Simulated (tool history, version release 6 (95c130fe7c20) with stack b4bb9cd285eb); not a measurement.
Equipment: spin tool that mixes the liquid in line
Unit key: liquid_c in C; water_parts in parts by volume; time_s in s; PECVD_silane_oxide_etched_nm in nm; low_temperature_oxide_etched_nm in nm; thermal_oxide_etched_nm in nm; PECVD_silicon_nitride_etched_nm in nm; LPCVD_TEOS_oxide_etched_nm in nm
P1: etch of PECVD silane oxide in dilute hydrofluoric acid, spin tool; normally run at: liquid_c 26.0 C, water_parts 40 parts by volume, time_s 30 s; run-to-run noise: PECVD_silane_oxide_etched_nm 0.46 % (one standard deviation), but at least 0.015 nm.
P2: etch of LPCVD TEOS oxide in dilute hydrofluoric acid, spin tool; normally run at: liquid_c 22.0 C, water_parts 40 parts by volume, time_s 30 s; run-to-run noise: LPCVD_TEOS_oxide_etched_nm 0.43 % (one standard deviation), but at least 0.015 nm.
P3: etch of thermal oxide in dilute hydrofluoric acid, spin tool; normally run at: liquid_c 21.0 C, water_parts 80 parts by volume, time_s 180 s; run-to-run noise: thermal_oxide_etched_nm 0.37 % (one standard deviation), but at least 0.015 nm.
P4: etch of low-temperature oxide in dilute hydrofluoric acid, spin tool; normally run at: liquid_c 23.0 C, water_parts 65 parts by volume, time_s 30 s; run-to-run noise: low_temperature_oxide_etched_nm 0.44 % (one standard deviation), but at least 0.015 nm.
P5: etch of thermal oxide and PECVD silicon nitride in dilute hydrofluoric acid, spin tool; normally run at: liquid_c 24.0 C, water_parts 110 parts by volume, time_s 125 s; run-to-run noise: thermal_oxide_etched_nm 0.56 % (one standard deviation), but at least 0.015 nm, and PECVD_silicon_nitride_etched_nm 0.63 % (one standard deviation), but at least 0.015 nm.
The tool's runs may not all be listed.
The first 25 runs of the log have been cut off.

run   hour  process  liquid_c  water_parts  time_s  hours since the thermometer was replaced  hours since the hydrofluoric acid flow meter was replaced  PECVD_silane_oxide_etched_nm  low_temperature_oxide_etched_nm  thermal_oxide_etched_nm  PECVD_silicon_nitride_etched_nm  LPCVD_TEOS_oxide_etched_nm
 26  227.5       P1      26.0           75      30                                     758.3                                                     1606.7                       14.2630
 27  237.5       P3      21.0           25     180                                     768.3                                                     1616.7                                                                                 30.5830
 28  245.4       P1      22.5           70      30                                     776.2                                                     1624.6                       13.4360
 29  254.8       P3      17.0           80     180                                     785.6                                                     1634.0                                                                                  7.5882
 30  265.8       P4      23.0           65      50                                     796.6                                                     1645.0                                                        18.6870
 31  273.8       P1      26.0           40      30                                     804.6                                                     1653.0                       28.2580
 32  284.7       P2      22.0           40      30                                     815.5                                                     1663.9                                                                                                                                               12.525
 33  291.3       P2      22.0           40      60                                     822.1                                                     1670.5                                                                                                                                               24.969
 34  302.7       P1      26.0           40      30                                     833.5                                                     1681.9                       28.2770
 35  310.3       P1      26.0           40      30                                     841.1                                                     1689.5                       27.2980
 36  318.4       P1      26.0           40      30                                     849.2                                                     1697.6                       27.0090
 37  329.0       P1      26.0           40      30                                     859.8                                                     1708.2                       26.3220
 38  337.1       P1      26.0           40      30                                     867.9                                                     1716.3                       26.2600

Run 39 comes next. What will it give?
 39  346.8       P1      26.0           40      30                                     877.6                                                     1726.0                             ?

PECVD_silane_oxide_etched_nm: 26.1860 nm

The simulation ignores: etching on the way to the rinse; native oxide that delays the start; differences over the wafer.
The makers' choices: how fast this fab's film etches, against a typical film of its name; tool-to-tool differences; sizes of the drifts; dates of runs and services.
